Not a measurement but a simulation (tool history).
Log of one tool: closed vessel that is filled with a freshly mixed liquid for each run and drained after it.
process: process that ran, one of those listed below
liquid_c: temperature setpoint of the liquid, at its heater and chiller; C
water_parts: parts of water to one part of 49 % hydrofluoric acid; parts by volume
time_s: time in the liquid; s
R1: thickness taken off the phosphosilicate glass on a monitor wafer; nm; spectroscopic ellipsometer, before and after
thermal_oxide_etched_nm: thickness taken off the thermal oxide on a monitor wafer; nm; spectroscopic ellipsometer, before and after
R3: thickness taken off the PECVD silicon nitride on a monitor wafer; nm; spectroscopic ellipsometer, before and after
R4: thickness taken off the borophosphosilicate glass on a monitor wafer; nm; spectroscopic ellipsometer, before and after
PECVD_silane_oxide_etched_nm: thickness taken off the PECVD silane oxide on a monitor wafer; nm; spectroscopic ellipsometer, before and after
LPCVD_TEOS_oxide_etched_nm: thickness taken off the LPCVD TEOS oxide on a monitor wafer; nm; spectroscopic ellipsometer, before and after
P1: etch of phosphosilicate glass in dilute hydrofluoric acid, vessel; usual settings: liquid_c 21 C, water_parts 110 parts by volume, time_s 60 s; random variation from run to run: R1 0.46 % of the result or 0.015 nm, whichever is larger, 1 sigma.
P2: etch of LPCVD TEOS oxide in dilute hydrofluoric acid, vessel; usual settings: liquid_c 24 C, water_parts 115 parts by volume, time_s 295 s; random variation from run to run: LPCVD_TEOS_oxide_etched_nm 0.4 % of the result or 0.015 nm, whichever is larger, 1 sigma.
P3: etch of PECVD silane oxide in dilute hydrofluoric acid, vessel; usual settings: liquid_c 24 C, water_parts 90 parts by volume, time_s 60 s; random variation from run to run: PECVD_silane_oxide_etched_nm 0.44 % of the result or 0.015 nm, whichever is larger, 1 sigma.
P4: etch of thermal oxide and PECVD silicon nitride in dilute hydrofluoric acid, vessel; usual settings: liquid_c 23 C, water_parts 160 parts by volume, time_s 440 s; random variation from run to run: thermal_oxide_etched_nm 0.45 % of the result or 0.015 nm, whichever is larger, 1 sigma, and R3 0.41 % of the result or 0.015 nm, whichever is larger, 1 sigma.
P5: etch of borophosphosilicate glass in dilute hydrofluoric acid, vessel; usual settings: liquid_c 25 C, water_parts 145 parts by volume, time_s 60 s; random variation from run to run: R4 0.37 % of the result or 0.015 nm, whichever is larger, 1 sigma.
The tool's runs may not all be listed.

Run 1, day 0.454: process P1, liquid_c 21 C, water_parts 110 parts by volume, time_s 60 s. Result: R1 46.19 nm.
Run 2, day 1.083: process P4, liquid_c 23 C, water_parts 160 parts by volume, time_s 725 s. Result: thermal_oxide_etched_nm 18.259 nm, R3 9.9342 nm.
Run 3, day 1.733: process P5, liquid_c 25 C, water_parts 145 parts by volume, time_s 30 s. Result: R4 7.9094 nm.
Run 4, day 2.275: process P1, liquid_c 21 C, water_parts 110 parts by volume, time_s 60 s. Result: R1 46.155 nm.
Run 5, day 2.85: process P1, liquid_c 21 C, water_parts 110 parts by volume, time_s 60 s. Result: R1 46.054 nm.
Run 6, day 3.371: process P1, liquid_c 21 C, water_parts 45 parts by volume, time_s 60 s. Result: R1 121.78 nm.
Run 7, day 4.092: process P1, liquid_c 21 C, water_parts 110 parts by volume, time_s 60 s. Result: R1 46.206 nm.
Run 8, day 4.488: process P1, liquid_c 21 C, water_parts 70 parts by volume, time_s 30 s. Result: R1 38.197 nm.
Run 9, day 4.854: process P3, liquid_c 24 C, water_parts 90 parts by volume, time_s 60 s. Result: PECVD_silane_oxide_etched_nm 22.734 nm.
Run 10, day 5.296: process P4, liquid_c 23 C, water_parts 290 parts by volume, time_s 440 s. Result: thermal_oxide_etched_nm 5.3619 nm, R3 3.3638 nm.
Run 11, day 5.883: process P4, liquid_c 23 C, water_parts 160 parts by volume, time_s 440 s. Result: thermal_oxide_etched_nm 11.189 nm, R3 6.0135 nm.
Run 12, day 6.5: process P5, liquid_c 25 C, water_parts 220 parts by volume, time_s 60 s. Result: R4 9.4592 nm.
Run 13, day 6.925: process P3, liquid_c 24 C, water_parts 90 parts by volume, time_s 60 s. Result: PECVD_silane_oxide_etched_nm 22.599 nm.
Run 14, day 7.362: process P1, liquid_c 21 C, water_parts 70 parts by volume, time_s 100 s. Result: R1 126.37 nm.
Run 15, day 8.058: process P1, liquid_c 21 C, water_parts 110 parts by volume, time_s 60 s. Result: R1 46.356 nm.
Run 16, day 8.658: process P2, liquid_c 24 C, water_parts 190 parts by volume, time_s 295 s. Result: LPCVD_TEOS_oxide_etched_nm 30.008 nm.
Run 17, day 9.158: process P1, liquid_c 21 C, water_parts 110 parts by volume, time_s 30 s. Result: R1 22.974 nm.
Run 18, day 9.733: process P1, liquid_c 17 C, water_parts 185 parts by volume, time_s 60 s. Result: R1 21.773 nm.
Run 19, day 10.154: process P1, liquid_c 21 C, water_parts 195 parts by volume, time_s 60 s. Result: R1 23.627 nm.
Run 20, day 10.754: process P3, liquid_c 24 C, water_parts 160 parts by volume, time_s 60 s. Result: PECVD_silane_oxide_etched_nm 11.696 nm.
Run 21, day 11.417: process P2, liquid_c 24 C, water_parts 115 parts by volume, time_s 295 s. Result: LPCVD_TEOS_oxide_etched_nm 53.751 nm.
Run 22, day 11.983: process P1, liquid_c 21 C, water_parts 110 parts by volume, time_s 115 s. Result: R1 88.662 nm.
Run 23, day 12.396: process P2, liquid_c 28.5 C, water_parts 115 parts by volume, time_s 295 s. Result: LPCVD_TEOS_oxide_etched_nm 64.083 nm.
Run 24, day 12.729: process P1, liquid_c 21 C, water_parts 110 parts by volume, time_s 60 s. Result: R1 46.018 nm.
Run 25, day 13.188: process P1, liquid_c 26 C, water_parts 110 parts by volume, time_s 60 s. Result: R1 56.731 nm.
Run 26, day 13.617: process P3, liquid_c 24 C, water_parts 90 parts by volume, time_s 100 s. Result: PECVD_silane_oxide_etched_nm 37.651 nm.
At day 13.933: hydrofluoric acid flow meter replaced.
Run 27, day 14.021: process P5, liquid_c 25 C, water_parts 145 parts by volume, time_s 60 s. Result: R4 15.59 nm.
Run 28, day 14.671: process P4, liquid_c 28.5 C, water_parts 160 parts by volume, time_s 440 s. Result: thermal_oxide_etched_nm 13.706 nm, R3 8.4926 nm.
Run 29, day 15.012: process P2, liquid_c 24 C, water_parts 115 parts by volume, time_s 90 s. Result: LPCVD_TEOS_oxide_etched_nm 16.427 nm.
Run 30, day 15.429: process P1, liquid_c 17 C, water_parts 110 parts by volume, time_s 60 s. Result: R1 38.975 nm.
Run 31, day 15.938: process P3, liquid_c 17 C, water_parts 90 parts by volume, time_s 60 s. Result: PECVD_silane_oxide_etched_nm 16.897 nm.
Run 32, day 16.6: process P1, liquid_c 21 C, water_parts 110 parts by volume, time_s 60 s. Result: R1 46.177 nm.
Run 33, day 16.942: process P5, liquid_c 19.5 C, water_parts 145 parts by volume, time_s 60 s. Result: R4 12.668 nm.
Run 34, day 17.5: process P1, liquid_c 21 C, water_parts 110 parts by volume, time_s 60 s. Result: R1 46.13 nm.
Run 35, day 18.2: process P1, liquid_c 21 C, water_parts 110 parts by volume, time_s 60 s. Result: R1 44.007 nm.
Run 36, day 18.679: process P1, liquid_c 21 C, water_parts 110 parts by volume, time_s 60 s. Result: R1 42.942 nm.
Run 37, day 19.258: process P1, liquid_c 21 C, water_parts 110 parts by volume, time_s 60 s. Result: R1 43.015 nm.
Run 38, day 19.862: process P1, liquid_c 21 C, water_parts 110 parts by volume, time_s 60 s. Result: R1 42.239 nm.
Run 39, day 20.5: process P1, liquid_c 21 C, water_parts 110 parts by volume, time_s 60 s. Result: R1 42.265 nm.
Run 40, day 20.912: process P1, liquid_c 21 C, water_parts 110 parts by volume, time_s 60 s. Result: R1 42.156 nm.

What P1 gives has crept away from where it was. These 2 causes fit the log equally well, each at the size given:
A: liquid colder than its thermometer reads (K) = 2.12
B: hydrofluoric acid flow below the setpoint (%) = 7.37
The creep began at about day 17.5.

4 check runs are offered, one wafer each, their results left as question marks. Which one tells the causes apart?
Run check 1, day 21.325: process P2, liquid_c 24 C, water_parts 115 parts by volume, time_s 295 s. Result: LPCVD_TEOS_oxide_etched_nm ?.
Run check 2, day 21.325: process P3, liquid_c 24 C, water_parts 90 parts by volume, time_s 60 s. Result: PECVD_silane_oxide_etched_nm ?.
Run check 3, day 21.325: process P5, liquid_c 25 C, water_parts 145 parts by volume, time_s 60 s. Result: R4 ?.
Run check 4, day 21.325: process P4, liquid_c 23 C, water_parts 160 parts by volume, time_s 440 s. Result: thermal_oxide_etched_nm ?, R3 ?.

What each check would give under each cause:
  check                        result    if A    if B
check 1    LPCVD_TEOS_oxide_etched_nm  49.414  49.239
check 2  PECVD_silane_oxide_etched_nm  20.748  20.748
check 3                            R4   14.45  14.325
check 4       thermal_oxide_etched_nm  10.244   10.16
check 4                            R3  5.2246  5.5658
How far apart the two closest causes lie, in the result that separates them most: check 1 0.36 %; check 2 0 %; check 3 0.87 %; check 4 6.33 %
Check 4 tells the causes apart: in the others they would give nearly the same result.

Then check 4 was run and gave: thermal_oxide_etched_nm 10.186 nm; R3 5.2033 nm. Which cause is it?

It is A: liquid colder than its thermometer reads (K).
